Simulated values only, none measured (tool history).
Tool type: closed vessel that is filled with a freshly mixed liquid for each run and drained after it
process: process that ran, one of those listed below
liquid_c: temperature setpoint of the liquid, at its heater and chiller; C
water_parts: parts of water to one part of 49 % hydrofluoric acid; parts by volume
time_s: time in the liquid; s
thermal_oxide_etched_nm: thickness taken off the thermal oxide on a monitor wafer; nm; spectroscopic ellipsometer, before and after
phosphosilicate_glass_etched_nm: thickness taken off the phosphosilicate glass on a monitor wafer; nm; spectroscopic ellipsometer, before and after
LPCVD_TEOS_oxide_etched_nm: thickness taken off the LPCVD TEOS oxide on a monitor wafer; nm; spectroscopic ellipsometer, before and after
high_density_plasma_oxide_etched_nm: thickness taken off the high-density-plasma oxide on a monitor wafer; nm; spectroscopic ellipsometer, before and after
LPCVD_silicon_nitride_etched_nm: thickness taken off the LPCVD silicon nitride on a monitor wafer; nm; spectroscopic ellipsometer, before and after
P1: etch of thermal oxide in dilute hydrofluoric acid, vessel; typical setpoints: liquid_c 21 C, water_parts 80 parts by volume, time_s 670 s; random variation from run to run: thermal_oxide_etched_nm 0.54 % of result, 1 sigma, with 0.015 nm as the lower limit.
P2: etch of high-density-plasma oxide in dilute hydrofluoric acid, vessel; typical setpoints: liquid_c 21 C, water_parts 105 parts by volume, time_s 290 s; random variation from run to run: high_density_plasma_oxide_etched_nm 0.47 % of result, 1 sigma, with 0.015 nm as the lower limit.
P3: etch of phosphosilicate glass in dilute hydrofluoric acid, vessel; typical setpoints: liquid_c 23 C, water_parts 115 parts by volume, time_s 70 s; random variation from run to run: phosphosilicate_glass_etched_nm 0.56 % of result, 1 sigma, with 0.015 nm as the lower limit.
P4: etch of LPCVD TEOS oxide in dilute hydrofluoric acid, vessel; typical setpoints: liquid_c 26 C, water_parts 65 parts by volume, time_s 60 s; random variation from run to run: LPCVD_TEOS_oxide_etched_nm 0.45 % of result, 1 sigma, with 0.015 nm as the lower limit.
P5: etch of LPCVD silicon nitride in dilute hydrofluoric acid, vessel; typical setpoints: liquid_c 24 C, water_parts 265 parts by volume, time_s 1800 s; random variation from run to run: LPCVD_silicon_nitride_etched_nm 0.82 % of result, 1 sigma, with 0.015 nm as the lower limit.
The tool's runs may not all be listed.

run   hour  process  liquid_c  water_parts  time_s  hours since the thermometer was replaced  hours since the hydrofluoric acid flow meter was replaced  thermal_oxide_etched_nm  phosphosilicate_glass_etched_nm  LPCVD_TEOS_oxide_etched_nm  high_density_plasma_oxide_etched_nm  LPCVD_silicon_nitride_etched_nm
  1    4.6       P1        21           80     670                                    1495.8                                                      380.7                    35.12
  2   11.5       P1        21           80     670                                    1502.7                                                      387.6                   35.154
  3   20.1       P1        21           80     670                                    1511.3                                                      396.2                   35.213
  4   27.6       P3        23          115      35                                    1518.8                                                      403.7                                                     32.89
  5   34.5       P4        26           65      90                                    1525.7                                                      410.6                                                                                49.601
  6     43       P1        21           80     670                                    1534.2                                                      419.1                   35.182
  7   47.3       P1        17           80     670                                    1538.5                                                      423.4                   29.693
  8   54.6       P4        26           65      60                                    1545.8                                                      430.7                                                                                33.321
  9   58.7       P2        21          105     105                                    1549.9                                                      434.8                                                                                                                     4.8979
 10   64.4       P4        26           65      60                                    1555.6                                                      440.5                                                                                33.248
 11   72.4       P1        26           80     670                                    1563.6                                                      448.5                   43.478
 12   80.2       P1        21           80     245                                    1571.4                                                      456.3                   12.899
 13   89.6       P3        23           25      70                                    1580.8                                                      465.7                                                    335.69
 14   94.7       P5        24          265     240                                    1585.9                                                      470.8                                                                                                                                                      0.4485
 15  100.7       P2        21          105     290                                    1591.9                                                      476.8                                                                                                                     13.378
 16  104.9       P3        17          115      70                                    1596.1                                                        481                                                    51.207
 17  113.8       P1        21           80     670                                      1605                                                      489.9                   35.275
 18  118.9       P5        17          265    1800                                    1610.1                                                        495                                                                                                                                                      2.0766
 19    124       P4        32           65      60                                    1615.2                                                      500.1                                                                                 42.05
 20    130       P5        24          165    1800                                    1621.2                                                      506.1                                                                                                                                                      5.2901
 21    136       P2        21          160     290                                    1627.2                                                      512.1                                                                                                                     8.3262
 22  143.1       P3        23          115      70                                    1634.3                                                      519.2                                                    64.641
 23  152.3       P1        21          135     670                                    1643.5                                                      528.4                   19.472
     152.4  -- thermometer replaced
 24  157.9       P1        21          110      50                                       5.5                                                        534                   1.8328
 25  163.6       P1        17           80    1075                                      11.2                                                      539.7                   47.604
 26  170.5       P1        21           40     255                                      18.1                                                      546.6                   27.951
 27  178.4       P1        21           35     670                                        26                                                      554.5                   84.981
 28  184.2       P4        26           20      60                                      31.8                                                      560.3                                                                                114.73
 29  190.9       P2        17          105     290                                      38.5                                                        567                                                                                                                     11.301
 30  200.3       P5        24          265    1800                                      47.9                                                      576.4                                                                                                                                                      3.2679
 31  206.4       P1        21           80    1270                                        54                                                      582.5                   66.467
 32  214.6       P1        21           80     670                                      62.2                                                      590.7                   35.194
 33    224       P1        21           80     670                                      71.6                                                      600.1                   37.447
 34  232.9       P1        21           80     670                                      80.5                                                        609                   37.804
 35    238       P1        21           80     670                                      85.6                                                      614.1                   38.386
 36  245.1       P1        21           80     670                                      92.7                                                      621.2                   38.637
 37  249.2       P1        21           80     670                                      96.8                                                      625.3                   38.562
 38  255.3       P1        21           80     670                                     102.9                                                      631.4                   38.645
 39  259.5       P1        21           80     670                                     107.1                                                      635.6                   39.025

What P1 gives has crept off from where it sat before. The 2 causes that follow fit the log equally well, each at the size noted:
A: hydrofluoric acid flow above the setpoint (%) = 8.88
B: liquid hotter than its thermometer reads (K) = 2.28
The process output started creeping at around hour 214.6.

4 check runs are offered, each on 2 wafers whose results are averaged, their results left as question marks. Which one tells the causes apart?
check 1  263.7       P2        21          105     290                                                                                                                                                                                                                               ?
check 2  263.7       P5        24          265    1800                                                                                                                                                                                                                                                                ?
check 3  263.7       P4        26           65      60                                                                                                                                                                                          ?
check 4  263.7       P3        23          115      70                                                                                                                                                              ?

Expected result of each check under each candidate cause:
  check                               result    if A    if B
check 1  high_density_plasma_oxide_etched_nm  14.747  14.699
check 2      LPCVD_silicon_nitride_etched_nm   3.617  3.8215
check 3           LPCVD_TEOS_oxide_etched_nm  36.533  36.461
check 4      phosphosilicate_glass_etched_nm  71.524   71.03
Separation of the two closest causes in each check, using whichever result separates them best: check 1 0.33 %; check 2 5.5 %; check 3 0.2 %; check 4 0.69 %
Check 2 tells the causes apart: in the others they would give nearly the same result.

Check 2 has now been run. It gave: LPCVD_silicon_nitride_etched_nm 3.7974 nm. Which of the candidate causes is it?

It is B: liquid hotter than its thermometer reads (K).

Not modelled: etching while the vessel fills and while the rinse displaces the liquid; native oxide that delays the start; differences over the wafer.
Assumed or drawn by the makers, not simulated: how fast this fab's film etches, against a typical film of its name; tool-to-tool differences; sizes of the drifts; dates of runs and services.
